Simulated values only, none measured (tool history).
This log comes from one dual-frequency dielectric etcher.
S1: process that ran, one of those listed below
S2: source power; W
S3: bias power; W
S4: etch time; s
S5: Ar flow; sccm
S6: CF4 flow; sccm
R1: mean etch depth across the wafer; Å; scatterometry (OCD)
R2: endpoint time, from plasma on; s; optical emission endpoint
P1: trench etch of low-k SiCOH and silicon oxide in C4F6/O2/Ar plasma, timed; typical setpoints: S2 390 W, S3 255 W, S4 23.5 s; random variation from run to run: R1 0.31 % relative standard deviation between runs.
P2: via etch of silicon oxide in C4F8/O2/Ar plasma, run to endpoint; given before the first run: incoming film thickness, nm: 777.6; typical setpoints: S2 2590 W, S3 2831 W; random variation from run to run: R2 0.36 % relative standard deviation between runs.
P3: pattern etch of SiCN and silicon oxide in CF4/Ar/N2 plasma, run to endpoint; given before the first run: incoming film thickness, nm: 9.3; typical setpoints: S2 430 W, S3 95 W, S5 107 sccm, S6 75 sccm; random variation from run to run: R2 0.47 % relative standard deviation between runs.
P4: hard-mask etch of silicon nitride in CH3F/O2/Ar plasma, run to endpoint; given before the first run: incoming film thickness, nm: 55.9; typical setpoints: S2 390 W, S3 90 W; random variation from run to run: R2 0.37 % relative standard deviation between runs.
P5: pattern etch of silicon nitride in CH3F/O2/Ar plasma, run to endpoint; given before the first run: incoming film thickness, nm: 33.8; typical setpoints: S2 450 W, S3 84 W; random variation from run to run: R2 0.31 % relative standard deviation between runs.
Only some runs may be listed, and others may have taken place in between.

Run 1, day 0.338: S1 P1, S2 390 W, S3 255 W, S4 23.5 s. Result: R1 792.69 Å.
Run 2, day 0.879: S1 P1, S2 390 W, S3 255 W, S4 23.5 s. Result: R1 795.89 Å.
Run 3, day 1.604: S1 P2, S2 2590 W, S3 2831 W. Result: R2 125.19 s.
Run 4, day 2.021: S1 P1, S2 390 W, S3 255 W, S4 32 s. Result: R1 1079.7 Å.
Run 5, day 2.562: S1 P1, S2 390 W, S3 159 W, S4 23.5 s. Result: R1 679.23 Å.
Run 6, day 3.346: S1 P1, S2 390 W, S3 181 W, S4 29 s. Result: R1 869.99 Å.
Run 7, day 3.825: S1 P1, S2 550 W, S3 255 W, S4 23.5 s. Result: R1 906.03 Å.
Run 8, day 4.533: S1 P4, S2 390 W, S3 126 W. Result: R2 67.82 s.
Run 9, day 4.958: S1 P1, S2 390 W, S3 255 W, S4 23.5 s. Result: R1 789.76 Å.
Run 10, day 5.642: S1 P1, S2 390 W, S3 255 W, S4 23.5 s. Result: R1 788.96 Å.
Run 11, day 6.408: S1 P5, S2 450 W, S3 84 W. Result: R2 43.197 s.
Run 12, day 7.042: S1 P5, S2 450 W, S3 112 W. Result: R2 38.684 s.
Run 13, day 7.821: S1 P3, S2 430 W, S3 95 W, S5 75 sccm, S6 75 sccm. Result: R2 10.127 s.
Run 14, day 8.338: S1 P2, S2 2590 W, S3 3677 W. Result: R2 115.31 s.
Run 15, day 8.721: S1 P1, S2 390 W, S3 255 W, S4 23.5 s. Result: R1 792.66 Å.
Run 16, day 9.171: S1 P1, S2 390 W, S3 303 W, S4 23.5 s. Result: R1 845.38 Å.
Run 17, day 9.904: S1 P2, S2 1800 W, S3 2831 W. Result: R2 144.58 s.
Run 18, day 10.479: S1 P3, S2 430 W, S3 95 W, S5 107 sccm, S6 94 sccm. Result: R2 10.296 s.
Run 19, day 11.246: S1 P1, S2 390 W, S3 203 W, S4 16 s. Result: R1 499.48 Å.
Run 20, day 12.008: S1 P3, S2 430 W, S3 71 W, S5 107 sccm, S6 75 sccm. Result: R2 11.856 s.
Run 21, day 12.467: S1 P3, S2 430 W, S3 95 W, S5 107 sccm, S6 75 sccm. Result: R2 10.67 s.
Run 22, day 12.817: S1 P5, S2 560 W, S3 84 W. Result: R2 39.789 s.
Run 23, day 13.246: S1 P3, S2 340 W, S3 95 W, S5 107 sccm, S6 75 sccm. Result: R2 13.055 s.
Run 24, day 13.758: S1 P4, S2 390 W, S3 90 W. Result: R2 76.94 s.
Run 25, day 14.296: S1 P3, S2 430 W, S3 95 W, S5 107 sccm, S6 75 sccm. Result: R2 10.677 s.
Run 26, day 14.812: S1 P1, S2 390 W, S3 255 W, S4 17 s. Result: R1 573.36 Å.
Run 27, day 15.217: S1 P4, S2 280 W, S3 90 W. Result: R2 86.908 s.
Run 28, day 15.654: S1 P1, S2 290 W, S3 255 W, S4 23.5 s. Result: R1 703.15 Å.
Run 29, day 16.262: S1 P1, S2 390 W, S3 255 W, S4 23.5 s. Result: R1 792.59 Å.
Run 30, day 17.017: S1 P1, S2 390 W, S3 255 W, S4 23.5 s. Result: R1 781.48 Å.
Run 31, day 17.396: S1 P1, S2 390 W, S3 255 W, S4 23.5 s. Result: R1 788.94 Å.
Run 32, day 17.95: S1 P1, S2 390 W, S3 255 W, S4 23.5 s. Result: R1 784.04 Å.
Run 33, day 18.542: S1 P1, S2 390 W, S3 255 W, S4 23.5 s. Result: R1 778.64 Å.
At day 18.575: wet clean of the chamber.
Run 34, day 19.3: S1 P1, S2 390 W, S3 255 W, S4 23.5 s. Result: R1 779.71 Å.
Run 35, day 19.771: S1 P1, S2 390 W, S3 255 W, S4 23.5 s. Result: R1 780.71 Å.

Something has made what P1 gives creep away from where it was; the 2 causes below, each at its own stated size, fit the log equally well:
A: source power that arrives under what is set, % = 4.34
B: bias power that arrives under what is set, % = 4.89
The creep began at about day 16.262.
Each remaining cause and why it is not a fit:
chamber walls in a state that lowers the etch rate, %: serviced after onset, at day 18.575, with no recovery of the prior output

The list below offers 4 check runs, each averaging the results of 3 wafers, and shows each result as a question mark. For which of them would the listed causes give clearly different results?
Run check 1, day 20.242: S1 P5, S2 450 W, S3 84 W. Result: R2 ?.
Run check 2, day 20.242: S1 P2, S2 2590 W, S3 2831 W. Result: R2 ?.
Run check 3, day 20.242: S1 P4, S2 390 W, S3 90 W. Result: R2 ?.
Run check 4, day 20.242: S1 P3, S2 430 W, S3 95 W, S5 107 sccm, S6 75 sccm. Result: R2 ?.

How each check would come out, cause by cause:
  check  result    if A    if B
check 1      R2  43.804   43.84
check 2      R2  127.73  127.42
check 3      R2  78.067  78.175
check 4      R2  11.082  10.852
Smallest distance between any two causes, each pair judged by its most separating result, in per cent: check 1 0.08 %; check 2 0.24 %; check 3 0.14 %; check 4 2.1 %
The other checks would show nearly matching results whichever cause is true, so check 4 is the only one that separates the causes.

Check 4 was then run and gave: R2 10.892 s. Which cause is it?

It was cause B: bias power that arrives under what is set, %.
